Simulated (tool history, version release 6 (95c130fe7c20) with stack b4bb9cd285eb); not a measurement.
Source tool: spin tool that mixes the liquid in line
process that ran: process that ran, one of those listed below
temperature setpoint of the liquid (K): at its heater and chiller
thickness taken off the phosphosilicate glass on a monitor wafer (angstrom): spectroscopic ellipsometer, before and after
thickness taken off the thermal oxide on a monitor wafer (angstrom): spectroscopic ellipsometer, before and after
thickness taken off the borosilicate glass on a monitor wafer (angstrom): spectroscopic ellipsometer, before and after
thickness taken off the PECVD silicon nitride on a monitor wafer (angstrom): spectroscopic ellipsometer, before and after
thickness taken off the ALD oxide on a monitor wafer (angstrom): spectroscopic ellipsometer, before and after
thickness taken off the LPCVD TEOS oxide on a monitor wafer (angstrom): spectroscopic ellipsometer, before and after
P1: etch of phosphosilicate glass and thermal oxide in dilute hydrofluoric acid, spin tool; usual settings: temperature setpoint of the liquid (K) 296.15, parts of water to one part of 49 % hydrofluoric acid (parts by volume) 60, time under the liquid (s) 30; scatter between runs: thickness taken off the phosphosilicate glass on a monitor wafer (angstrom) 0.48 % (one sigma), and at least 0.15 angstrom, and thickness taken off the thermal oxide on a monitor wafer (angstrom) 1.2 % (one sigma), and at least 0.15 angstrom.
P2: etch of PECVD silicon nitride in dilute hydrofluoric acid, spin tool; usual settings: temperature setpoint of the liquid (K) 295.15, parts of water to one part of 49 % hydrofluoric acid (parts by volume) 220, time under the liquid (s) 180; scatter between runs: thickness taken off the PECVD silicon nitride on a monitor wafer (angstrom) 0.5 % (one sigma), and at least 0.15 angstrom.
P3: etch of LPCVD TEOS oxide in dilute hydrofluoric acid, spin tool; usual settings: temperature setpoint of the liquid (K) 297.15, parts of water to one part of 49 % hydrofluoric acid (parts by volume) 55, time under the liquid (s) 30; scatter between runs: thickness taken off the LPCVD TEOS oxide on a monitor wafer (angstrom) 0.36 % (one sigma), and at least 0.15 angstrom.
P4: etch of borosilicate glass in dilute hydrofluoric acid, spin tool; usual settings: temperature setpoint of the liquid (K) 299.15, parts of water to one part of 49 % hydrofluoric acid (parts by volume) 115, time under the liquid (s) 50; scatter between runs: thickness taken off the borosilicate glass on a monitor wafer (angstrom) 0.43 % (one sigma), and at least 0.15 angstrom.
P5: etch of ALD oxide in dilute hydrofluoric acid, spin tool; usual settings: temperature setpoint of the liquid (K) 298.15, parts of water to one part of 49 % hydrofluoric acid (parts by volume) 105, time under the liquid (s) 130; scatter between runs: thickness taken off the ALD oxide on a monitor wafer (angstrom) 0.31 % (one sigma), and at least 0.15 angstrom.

run   hour  process that ran  temperature setpoint of the liquid (K)  parts of water to one part of 49 % hydrofluoric acid (parts by volume)  time under the liquid (s)  hours since the thermometer was replaced  hours since the hydrofluoric acid flow meter was replaced  thickness taken off the phosphosilicate glass on a monitor wafer (angstrom)  thickness taken off the thermal oxide on a monitor wafer (angstrom)  thickness taken off the borosilicate glass on a monitor wafer (angstrom)  thickness taken off the PECVD silicon nitride on a monitor wafer (angstrom)  thickness taken off the ALD oxide on a monitor wafer (angstrom)  thickness taken off the LPCVD TEOS oxide on a monitor wafer (angstrom)
  1   10.0                P1                                  296.15                                                                      60                         30                                    1616.1                                                      849.7                                                                       757.49                                                              22.9190
  2   18.8                P4                                  299.15                                                                     115                         50                                    1624.9                                                      858.5                                                                                                                                                                                                                      140.25
  3   34.7                P2                                  302.65                                                                     220                        180                                    1640.8                                                      874.4                                                                                                                                                                                                                                                                                                   64.531
  4   44.7                P5                                  298.15                                                                     105                        130                                    1650.8                                                      884.4                                                                                                                                                                                                                                                                                                                                                                    262.95
      52.9  -- hydrofluoric acid flow meter replaced
  5   60.1                P2                                  295.15                                                                     220                        180                                    1666.2                                                        7.2                                                                                                                                                                                                                                                                                                   41.540
  6   73.1                P1                                  290.15                                                                      60                         30                                    1679.2                                                       20.2                                                                       584.82                                                              17.4820
  7   82.6                P4                                  299.15                                                                     115                         75                                    1688.7                                                       29.7                                                                                                                                                                                                                      210.93
  8   90.7                P5                                  298.15                                                                     105                         65                                    1696.8                                                       37.8                                                                                                                                                                                                                                                                                                                                                                    131.38
  9  100.9                P3                                  304.65                                                                      55                         30                                    1707.0                                                       48.0                                                                                                                                                                                                                                                                                                                                                                                                                                           188.240
 10  115.3                P1                                  296.15                                                                      60                         30                                    1721.4                                                       62.4                                                                       758.73                                                              22.5300
 11  125.4                P2                                  295.15                                                                     220                        340                                    1731.5                                                       72.5                                                                                                                                                                                                                                                                                                   77.313
 12  136.5                P5                                  306.65                                                                     105                        130                                    1742.6                                                       83.6                                                                                                                                                                                                                                                                                                                                                                    362.32
 13  148.1                P3                                  297.15                                                                      55                         30                                    1754.2                                                       95.2                                                                                                                                                                                                                                                                                                                                                                                                                                           138.630
 14  162.2                P2                                  295.15                                                                     340                        180                                    1768.3                                                      109.3                                                                                                                                                                                                                                                                                                   26.939
 15  176.7                P1                                  296.15                                                                      60                         30                                    1782.8                                                      123.8                                                                       757.67                                                              23.1620
 16  186.6                P2                                  295.15                                                                     220                        180                                    1792.7                                                      133.7                                                                                                                                                                                                                                                                                                   40.795
 17  199.5                P1                                  296.15                                                                      85                         30                                    1805.6                                                      146.6                                                                       518.89                                                              15.3020
 18  215.6                P1                                  290.15                                                                      60                         15                                    1821.7                                                      162.7                                                                       294.57                                                               9.2698
 19  231.9                P5                                  298.15                                                                      35                        130                                    1838.0                                                      179.0                                                                                                                                                                                                                                                                                                                                                                    860.47
 20  247.9                P1                                  296.15                                                                      60                         15                                    1854.0                                                      195.0                                                                       380.20                                                              11.4370
 21  262.6                P4                                  299.15                                                                     115                         50                                    1868.7                                                      209.7                                                                                                                                                                                                                      140.86
 22  275.9                P3                                  297.15                                                                      55                         30                                    1882.0                                                      223.0                                                                                                                                                                                                                                                                                                                                                                                                                                           139.850
 23  289.6                P1                                  296.15                                                                      60                         30                                    1895.7                                                      236.7                                                                       757.04                                                              23.0080
 24  303.1                P4                                  299.15                                                                      70                         50                                    1909.2                                                      250.2                                                                                                                                                                                                                      243.84
 25  313.6                P3                                  297.15                                                                      55                         60                                    1919.7                                                      260.7                                                                                                                                                                                                                                                                                                                                                                                                                                           278.290
 26  323.3                P1                                  296.15                                                                      60                         30                                    1929.4                                                      270.4                                                                       758.95                                                              23.0960
 27  333.8                P3                                  297.15                                                                     100                         30                                    1939.9                                                      280.9                                                                                                                                                                                                                                                                                                                                                                                                                                            72.729
 28  349.3                P1                                  296.15                                                                      20                         30                                    1955.4                                                      296.4                                                                      2400.40                                                              72.5590
 29  360.7                P1                                  296.15                                                                      60                         50                                    1966.8                                                      307.8                                                                      1253.70                                                              37.8150
 30  376.3                P4                                  291.65                                                                     115                         50                                    1982.4                                                      323.4                                                                                                                                                                                                                      103.82
 31  387.3                P1                                  303.65                                                                      60                         30                                    1993.4                                                      334.4                                                                      1027.50                                                              30.5620
 32  399.2                P1                                  296.15                                                                      60                         30                                    2005.3                                                      346.3                                                                       755.68                                                              22.4110
 33  406.7                P1                                  296.15                                                                      35                         60                                    2012.8                                                      353.8                                                                      2703.60                                                              79.4160
 34  420.2                P1                                  296.15                                                                      60                         30                                    2026.3                                                      367.3                                                                       755.26                                                              23.2610
 35  430.9                P1                                  296.15                                                                      60                         30                                    2037.0                                                      378.0                                                                       736.87                                                              22.2600

Run 36 has not been measured yet. What should we expect?
 36  443.5                P1                                  296.15                                                                      60                         30                                    2049.6                                                      390.6                                                                            ?                                                                    ?

Run 36 produced thickness taken off the phosphosilicate glass on a monitor wafer (angstrom) 727.89, thickness taken off the thermal oxide on a monitor wafer (angstrom) 21.7080.
